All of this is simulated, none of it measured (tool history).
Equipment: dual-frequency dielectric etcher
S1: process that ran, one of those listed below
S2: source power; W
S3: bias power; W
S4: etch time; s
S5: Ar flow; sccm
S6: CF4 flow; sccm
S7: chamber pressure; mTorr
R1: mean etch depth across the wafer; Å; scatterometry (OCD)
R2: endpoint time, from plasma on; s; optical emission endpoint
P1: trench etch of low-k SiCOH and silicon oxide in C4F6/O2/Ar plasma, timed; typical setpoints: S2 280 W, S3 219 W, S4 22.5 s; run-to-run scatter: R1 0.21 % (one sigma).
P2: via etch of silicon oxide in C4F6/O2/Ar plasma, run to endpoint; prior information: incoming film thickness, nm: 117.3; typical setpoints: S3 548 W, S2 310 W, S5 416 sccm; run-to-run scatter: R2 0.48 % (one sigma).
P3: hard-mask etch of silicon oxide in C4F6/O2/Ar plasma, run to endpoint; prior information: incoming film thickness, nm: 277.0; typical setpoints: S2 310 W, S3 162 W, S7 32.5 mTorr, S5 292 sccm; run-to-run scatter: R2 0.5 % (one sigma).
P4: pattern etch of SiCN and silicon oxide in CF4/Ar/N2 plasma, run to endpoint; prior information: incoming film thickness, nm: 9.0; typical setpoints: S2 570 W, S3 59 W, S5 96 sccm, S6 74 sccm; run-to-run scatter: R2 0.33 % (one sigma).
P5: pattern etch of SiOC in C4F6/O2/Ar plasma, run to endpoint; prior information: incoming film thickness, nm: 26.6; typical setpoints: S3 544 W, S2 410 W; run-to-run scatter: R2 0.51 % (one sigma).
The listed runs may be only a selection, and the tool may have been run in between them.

run,hour,S1,S2,S3,S4,S5,S6,S7,R1,R2
1,7,P1,280,219,22.5,,,,671.33,
2,13.3,P4,570,40,,96,74,,,9.8399
3,17.9,P3,310,112,,292,,32.5,,113.96
4,24.3,P3,400,162,,292,,32.5,,91.206
5,28.7,P1,210,219,22.5,,,,602.35,
6,33.4,P4,570,59,,123,74,,,9.1441
7,40.4,P5,410,544,,,,,,8.6732
8,45.3,P1,280,146,22.5,,,,587.88,
9,53.1,P1,280,219,33.5,,,,997.63,
10,58.2,P1,280,219,22.5,,,,671.44,
11,63.5,P4,570,59,,96,50,,,9.3663
12,69.8,P1,280,165,30,,,,815.64,
13,78.2,P2,190,548,,416,,,,34.015
14,86.7,P5,410,646,,,,,,8.0679
15,92.4,P1,280,219,22.5,,,,672.03,
16,98.6,P4,690,59,,96,74,,,7.413
17,106.6,P1,170,219,27,,,,665.07,
18,110.6,P1,280,219,13,,,,386.81,
19,114.9,P4,570,59,,96,74,,,8.7498
20,120.8,P1,350,219,22.5,,,,729.1,
21,126.8,P3,310,162,,292,,43.5,,105.3
22,131.6,P2,310,548,,416,,,,28.242
23,138.4,P3,310,162,,292,,32.5,,100.82
# hour 139.5: wet clean of the chamber
24,143.3,P2,310,548,,325,,,,27.648
# hour 146.2: bias power generator calibrated
25,151.3,P1,280,288,22.5,,,,736.69,
26,157.3,P4,570,59,,96,74,,,8.7599
27,162.9,P1,180,219,27.5,,,,692.28,

Run 28 comes next. What will it give?
28,170.7,P2,310,401,,416,,,,?

{"run 28": {"R2": 31.864}}
